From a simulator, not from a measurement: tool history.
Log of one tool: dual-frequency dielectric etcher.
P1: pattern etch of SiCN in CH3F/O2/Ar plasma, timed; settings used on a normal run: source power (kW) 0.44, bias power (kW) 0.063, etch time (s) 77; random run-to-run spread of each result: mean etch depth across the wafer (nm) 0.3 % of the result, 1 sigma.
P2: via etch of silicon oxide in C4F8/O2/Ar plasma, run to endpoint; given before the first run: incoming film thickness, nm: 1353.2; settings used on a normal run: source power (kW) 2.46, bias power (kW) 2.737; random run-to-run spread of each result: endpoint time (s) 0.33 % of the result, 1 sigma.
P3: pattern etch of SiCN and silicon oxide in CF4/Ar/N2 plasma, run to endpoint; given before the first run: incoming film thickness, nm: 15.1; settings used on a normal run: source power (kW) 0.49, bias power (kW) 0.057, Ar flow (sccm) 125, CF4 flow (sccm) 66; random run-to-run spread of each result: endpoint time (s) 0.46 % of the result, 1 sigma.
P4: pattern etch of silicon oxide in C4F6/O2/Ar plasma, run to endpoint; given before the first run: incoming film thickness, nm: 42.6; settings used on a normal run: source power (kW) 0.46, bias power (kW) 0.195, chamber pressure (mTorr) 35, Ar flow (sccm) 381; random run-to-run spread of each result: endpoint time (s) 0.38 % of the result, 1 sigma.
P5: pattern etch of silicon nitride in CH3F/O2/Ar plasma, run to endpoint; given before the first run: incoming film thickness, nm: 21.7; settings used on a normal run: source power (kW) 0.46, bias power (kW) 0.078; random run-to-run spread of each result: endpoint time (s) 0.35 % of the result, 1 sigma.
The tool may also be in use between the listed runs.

run   hour  process that ran  source power (kW)  bias power (kW)  etch time (s)  chamber pressure (mTorr)  Ar flow (sccm)  CF4 flow (sccm)  hours since the last wet clean  hours since the last source power generator calibration  hours since the last bias power generator calibration  mean etch depth across the wafer (nm)  endpoint time (s)
  1     17                P1               0.44            0.063             77                                                                                      195.5                                                    637.7                                                 1136.7                                 28.677
  2   31.1                P5               0.46            0.078                                                                                                     209.6                                                    651.8                                                 1150.8                                                    28.587
  3   44.6                P4               0.46            0.195                                       35             291                                            223.1                                                    665.3                                                 1164.3                                                    12.958
  4   59.3                P3               0.64            0.057                                                      125               66                           237.8                                                      680                                                   1179                                                    14.748
  5   71.3                P2               1.66            2.737                                                                                                     249.8                                                      692                                                   1191                                                    257.24
  6   82.1                P1               0.44            0.063             77                                                                                      260.6                                                    702.8                                                 1201.8                                 28.623
  7   90.1                P3               0.49            0.057                                                      125               66                           268.6                                                    710.8                                                 1209.8                                                    18.651
  8   99.1                P1                0.3            0.074             77                                                                                      277.6                                                    719.8                                                 1218.8                                 26.259
  9  109.7                P2               2.46            3.847                                                                                                     288.2                                                    730.4                                                 1229.4                                                    199.56
 10  123.3                P5               0.34            0.078                                                                                                     301.8                                                      744                                                   1243                                                    32.141
 11  137.6                P1               0.44            0.063             77                                                                                      316.1                                                    758.3                                                 1257.3                                 28.755
 12  146.5                P1               0.44            0.063             77                                                                                        325                                                    767.2                                                 1266.2                                 28.542
 13  160.5                P4               0.46            0.195                                       35             381                                              339                                                    781.2                                                 1280.2                                                    13.432
 14  173.9                P4               0.46            0.154                                       35             381                                            352.4                                                    794.6                                                 1293.6                                                    14.391
 15    191                P1               0.44            0.041             77                                                                                      369.5                                                    811.7                                                 1310.7                                 24.801
 16  206.9                P1               0.44            0.063           99.5                                                                                      385.4                                                    827.6                                                 1326.6                                 37.036
 17  217.9                P3               0.49            0.034                                                      125               66                           396.4                                                    838.6                                                 1337.6                                                    21.829
 18  231.3                P3               0.49            0.057                                                      125               51                           409.8                                                      852                                                   1351                                                    19.661
 19  247.5                P4               0.46            0.195                                       50             381                                              426                                                    868.2                                                 1367.2                                                    13.904
 20    259                P5               0.46             0.11                                                                                                     437.5                                                    879.7                                                 1378.7                                                    25.393
 21  275.9                P1               0.52            0.063           45.5                                                                                      454.4                                                    896.6                                                 1395.6                                 17.919
 22  289.2                P1               0.44            0.063           58.5                                                                                      467.7                                                    909.9                                                 1408.9                                 21.788
 23  304.9                P3               0.49            0.057                                                      125               66                           483.4                                                    925.6                                                 1424.6                                                    18.734
 24  320.4                P1               0.56            0.063             77                                                                                      498.9                                                    941.1                                                 1440.1                                 31.387
 25  334.1                P3               0.49            0.057                                                       88               66                           512.6                                                    954.8                                                 1453.8                                                    17.639
 26    342                P2               2.46            2.737                                                                                                     520.5                                                    962.7                                                 1461.7                                                    221.11
 27  351.2                P1               0.44            0.063             77                                                                                      529.7                                                    971.9                                                 1470.9                                  28.53
 28  359.1                P1               0.29            0.063             77                                                                                      537.6                                                    979.8                                                 1478.8                                 24.469
 29  373.6                P4               0.62            0.195                                       35             381                                            552.1                                                    994.3                                                 1493.3                                                    11.826
 30  381.5                P2               2.46            2.737                                                                                                       560                                                   1002.2                                                 1501.2                                                    222.34
 31  396.1                P1               0.44            0.081             77                                                                                      574.6                                                   1016.8                                                 1515.8                                 31.346
 32  410.8                P1               0.44            0.041           58.5                                                                                      589.3                                                   1031.5                                                 1530.5                                 18.845
 33  421.6                P1               0.44            0.063             77                                                                                      600.1                                                   1042.3                                                 1541.3                                 28.673
 34  435.2                P1               0.44            0.063             77                                                                                      613.7                                                   1055.9                                                 1554.9                                 28.736
 35  444.3                P1               0.44            0.063             77                                                                                      622.8                                                     1065                                                   1564                                 28.788
 36  453.8                P1               0.44            0.063             77                                                                                      632.3                                                   1074.5                                                 1573.5                                 28.854
 37  466.9                P1               0.44            0.063             77                                                                                      645.4                                                   1087.6                                                 1586.6                                 29.106
 38  476.2                P1               0.44            0.063             77                                                                                      654.7                                                   1096.9                                                 1595.9                                 29.032
     483.7  -- wet clean of the chamber
 39  492.3                P1               0.44            0.063             77                                                                                        8.7                                                     1113                                                   1612                                 29.119
 40  500.1                P1               0.44            0.063             77                                                                                       16.5                                                   1120.8                                                 1619.8                                 29.156
 41  517.7                P1               0.44            0.063             77                                                                                       34.1                                                   1138.4                                                 1637.4                                 28.995
 42  533.9                P1               0.44            0.063             77                                                                                       50.3                                                   1154.6                                                 1653.6                                 29.029
 43  547.6                P1               0.44            0.063             77                                                                                         64                                                   1168.3                                                 1667.3                                 29.075

The output of P1 has drifted from where it used to be. Each of the 2 causes below, taken at the size shown beside it, accounts for the log equally well:
A: source power that arrives over what is set, % = 4.05
B: bias power that arrives over what is set, % = 4.52
The gradual shift began around hour 421.6.
What rules out each remaining cause:
chamber walls in a state that raises the etch rate, %: maintenance at hour 483.7, after the shift began, did not return the process to its former output

The list below offers 4 check runs, each averaging the results of 2 wafers, and shows each result as a question mark. For which of them would the listed causes give clearly different results?
check 1  561.3                P3               0.63            0.035                                                      125               66                                                                                                                                                                                                         ?
check 2  561.3                P2               1.98            3.329                                                                                                                                                                                                                                                                                   ?
check 3  561.3                P5               0.37            0.103                                                                                                                                                                                                                                                                                   ?
check 4  561.3                P4               0.53            0.166                                       35             381                                                                                                                                                                                                                          ?

How each check would come out, cause by cause:
  check             result    if A    if B
check 1  endpoint time (s)  16.759   17.15
check 2  endpoint time (s)  223.92  224.22
check 3  endpoint time (s)  27.767  27.719
check 4  endpoint time (s)  13.079  13.107
Minimum pairwise separation of causes per check, each pair taken at its best-separating result: check 1 2.31 %; check 2 0.13 %; check 3 0.17 %; check 4 0.22 %
The other checks would show nearly matching results whichever cause is true, so check 1 is the only one that separates the causes.

Check 1 was carried out, with these results: endpoint time (s) 16.706. Which of the listed causes is responsible?

The cause is A: source power that arrives over what is set, %.

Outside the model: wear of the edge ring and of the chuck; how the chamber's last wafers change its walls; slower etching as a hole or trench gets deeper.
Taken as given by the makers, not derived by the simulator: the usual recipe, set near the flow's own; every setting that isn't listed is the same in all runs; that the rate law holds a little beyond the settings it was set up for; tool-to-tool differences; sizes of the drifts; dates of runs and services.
